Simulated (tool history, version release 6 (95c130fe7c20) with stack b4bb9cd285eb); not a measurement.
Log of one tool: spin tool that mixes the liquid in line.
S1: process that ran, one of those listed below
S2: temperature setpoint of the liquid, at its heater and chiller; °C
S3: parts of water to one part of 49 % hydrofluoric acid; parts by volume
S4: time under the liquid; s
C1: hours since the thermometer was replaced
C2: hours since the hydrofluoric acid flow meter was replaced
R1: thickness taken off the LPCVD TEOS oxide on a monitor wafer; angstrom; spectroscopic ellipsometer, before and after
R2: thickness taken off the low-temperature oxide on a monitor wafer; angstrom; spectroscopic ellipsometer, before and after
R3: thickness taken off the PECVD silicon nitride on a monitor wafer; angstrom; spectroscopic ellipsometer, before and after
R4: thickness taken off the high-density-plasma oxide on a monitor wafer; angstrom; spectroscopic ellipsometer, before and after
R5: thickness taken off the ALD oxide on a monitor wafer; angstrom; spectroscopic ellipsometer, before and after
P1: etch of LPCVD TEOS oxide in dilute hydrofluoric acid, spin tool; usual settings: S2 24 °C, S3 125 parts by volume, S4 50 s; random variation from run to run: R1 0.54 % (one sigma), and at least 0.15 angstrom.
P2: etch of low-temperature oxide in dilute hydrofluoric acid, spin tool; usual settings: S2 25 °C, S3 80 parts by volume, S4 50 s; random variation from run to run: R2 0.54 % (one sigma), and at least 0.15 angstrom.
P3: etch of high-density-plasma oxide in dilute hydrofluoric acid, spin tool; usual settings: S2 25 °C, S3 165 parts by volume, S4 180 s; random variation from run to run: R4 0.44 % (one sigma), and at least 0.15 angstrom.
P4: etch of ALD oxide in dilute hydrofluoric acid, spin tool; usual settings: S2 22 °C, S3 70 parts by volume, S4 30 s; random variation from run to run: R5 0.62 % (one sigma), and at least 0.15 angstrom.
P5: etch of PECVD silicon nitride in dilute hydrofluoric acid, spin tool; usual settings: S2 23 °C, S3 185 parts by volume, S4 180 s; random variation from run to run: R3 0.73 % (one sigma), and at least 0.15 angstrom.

run,hour,S1,S2,S3,S4,C1,C2,R1,R2,R3,R4,R5
1,10.2,P1,24,125,50,442.6,142.2,108.23,,,,
2,15.8,P2,25,80,75,448.2,147.8,,195.51,,,
3,23.7,P5,17,185,180,456.1,155.7,,,22.635,,
4,33.3,P3,19.5,165,180,465.7,165.3,,,,59.53,
5,45.3,P5,23,185,95,477.7,177.3,,,17.769,,
6,52,P5,23,320,180,484.4,184,,,19.33,,
7,61.3,P1,24,25,50,493.7,193.3,615.35,,,,
8,70.3,P2,29,80,50,502.7,202.3,,150.64,,,
# hour 75.9: hydrofluoric acid flow meter replaced
9,82.2,P3,25,235,180,514.6,6.4,,,,47.621,
10,88.2,P1,24,215,25,520.6,12.4,28.735,,,,
11,93.4,P1,24,125,50,525.8,17.6,107.88,,,,
12,101.2,P4,22,70,15,533.6,25.4,,,,,21.632
13,108.2,P1,24,125,50,540.6,32.4,106.61,,,,
14,116.5,P4,22,20,30,548.9,40.7,,,,,161.3
15,123.7,P1,24,125,50,556.1,47.9,107.1,,,,
16,130.2,P1,24,125,95,562.6,54.4,203.36,,,,
17,141.3,P2,25,20,50,573.7,65.5,,564.09,,,
18,149.3,P3,25,165,50,581.7,73.5,,,,20.343,
19,161.4,P5,23,185,180,593.8,85.6,,,33.642,,
20,172.5,P4,17,70,30,604.9,96.7,,,,,35.509
21,178.4,P5,23,185,180,610.8,102.6,,,33.916,,
22,188.2,P1,24,125,50,620.6,112.4,106.98,,,,
23,194.1,P1,24,125,50,626.5,118.3,106.38,,,,
24,199.8,P2,25,80,50,632.2,124,,129.81,,,
25,208.2,P1,20,125,50,640.6,132.4,91.219,,,,
26,218.2,P2,25,80,50,650.6,142.4,,129.43,,,
27,223.4,P3,25,165,180,655.8,147.6,,,,73.372,
28,233.5,P1,24,195,50,665.9,157.7,63.822,,,,
29,241.3,P1,24,125,25,673.7,165.5,53.635,,,,
30,250.3,P4,22,70,30,682.7,174.5,,,,,42.849
31,261.1,P1,29,125,75,693.5,185.3,196.36,,,,
32,270.6,P1,29,125,50,703,194.8,129.62,,,,
33,281.7,P1,19.5,125,75,714.1,205.9,135.96,,,,
34,287.6,P1,24,125,50,720,211.8,107.64,,,,
35,298.8,P1,24,125,50,731.2,223,104.72,,,,
36,306.5,P1,24,125,50,738.9,230.7,103.34,,,,
37,316.8,P1,24,125,50,749.2,241,102.08,,,,
38,328.2,P1,24,125,50,760.6,252.4,102.49,,,,
39,338.4,P1,24,125,50,770.8,262.6,101.97,,,,
40,350.2,P1,24,125,50,782.6,274.4,100.19,,,,
41,359.3,P1,24,125,50,791.7,283.5,101.14,,,,
42,365.7,P1,24,125,50,798.1,289.9,101.73,,,,

What P1 gives has crept away from where it was. These 2 causes fit the log equally well, each at the size given:
A: hydrofluoric acid flow below the setpoint (%) = 5
B: liquid colder than its thermometer reads (K) = 1.51
The creep began at about hour 287.6.

4 check runs are offered, each on 2 wafers whose results are averaged, their results left as question marks. Which one tells the causes apart?
check 1,372.1,P5,23,185,180,,,,,?,,
check 2,372.1,P2,25,80,50,,,,?,,,
check 3,372.1,P4,22,70,30,,,,,,,?
check 4,372.1,P3,25,165,180,,,,,,?,

What each check would give under each cause:
check,result,if A,if B
check 1,R3,32.072,30.598
check 2,R2,122.41,121.94
check 3,R5,40.899,40.62
check 4,R4,69.488,69.779
How far apart the two closest causes lie, in the result that separates them most: check 1 4.7 %; check 2 0.39 %; check 3 0.69 %; check 4 0.42 %
Only check 1 tells the causes apart: in the others they would give nearly the same result.

Check 1 was then run and gave: R3 31.78 angstrom. Which cause is it?

It is A: hydrofluoric acid flow below the setpoint (%).
